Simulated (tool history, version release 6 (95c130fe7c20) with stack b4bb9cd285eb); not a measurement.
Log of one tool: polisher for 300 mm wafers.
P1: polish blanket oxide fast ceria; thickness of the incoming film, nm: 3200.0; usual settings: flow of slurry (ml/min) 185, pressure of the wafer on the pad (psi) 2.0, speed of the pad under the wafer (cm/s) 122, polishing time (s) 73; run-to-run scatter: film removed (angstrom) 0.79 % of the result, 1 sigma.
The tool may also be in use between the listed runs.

| run | day | flow of slurry (ml/min) | pressure of the wafer on the pad (psi) | speed of the pad under the wafer (cm/s) | polishing time (s) | wafers polished on this pad | hours since the slurry nozzle was cleaned | hours since the head pressure was calibrated | film removed (angstrom) |
|---|---|---|---|---|---|---|---|---|---|
| 1 | 0.554 | 185 | 2.0 | 122 | 73 | 561 | 346.0 | 563.8 | 11243.0 |
| 2 | 1.029 | 185 | 2.0 | 122 | 33 | 676 | 357.4 | 575.2 | 5082.0 |
| 3 | 1.508 | 185 | 3.1 | 122 | 73 | 792 | 368.9 | 586.7 | 17297.0 |
| 4 | 2.079 | 185 | 2.0 | 122 | 73 | 930 | 382.6 | 600.4 | 11233.0 |
| 5 | 2.600 | 185 | 2.0 | 122 | 73 | 1056 | 395.1 | 612.9 | 11076.0 |
| 6 | 3.158 | 185 | 2.0 | 54 | 73 | 1192 | 408.5 | 626.3 | 4999.7 |
| 7 | 3.554 | 110 | 2.0 | 74 | 73 | 1288 | 418.0 | 635.8 | 6292.2 |
| 8 | 4.075 | 185 | 2.7 | 72 | 73 | 1414 | 430.5 | 648.3 | 8950.3 |
| 9 | 4.658 | 185 | 2.0 | 182 | 73 | 1555 | 444.5 | 662.3 | 16753.0 |
| 10 | 5.262 | 185 | 2.0 | 122 | 73 | 1701 | 459.0 | 676.8 | 11287.0 |
| 11 | 5.688 | 275 | 2.0 | 122 | 73 | 1804 | 469.2 | 687.0 | 11741.0 |
| 12 | 6.242 | 185 | 1.4 | 166 | 73 | 1939 | 482.5 | 700.3 | 10619.0 |
| 13 | 6.592 | 185 | 2.0 | 122 | 73 | 2023 | 490.9 | 708.7 | 11229.0 |

Forecast run 14:
| 14 | 6.954 | 185 | 1.2 | 122 | 73 | 2111 | 499.6 | 717.4 | ? |

{"run 14": {"film removed (angstrom)": 6767.5}}
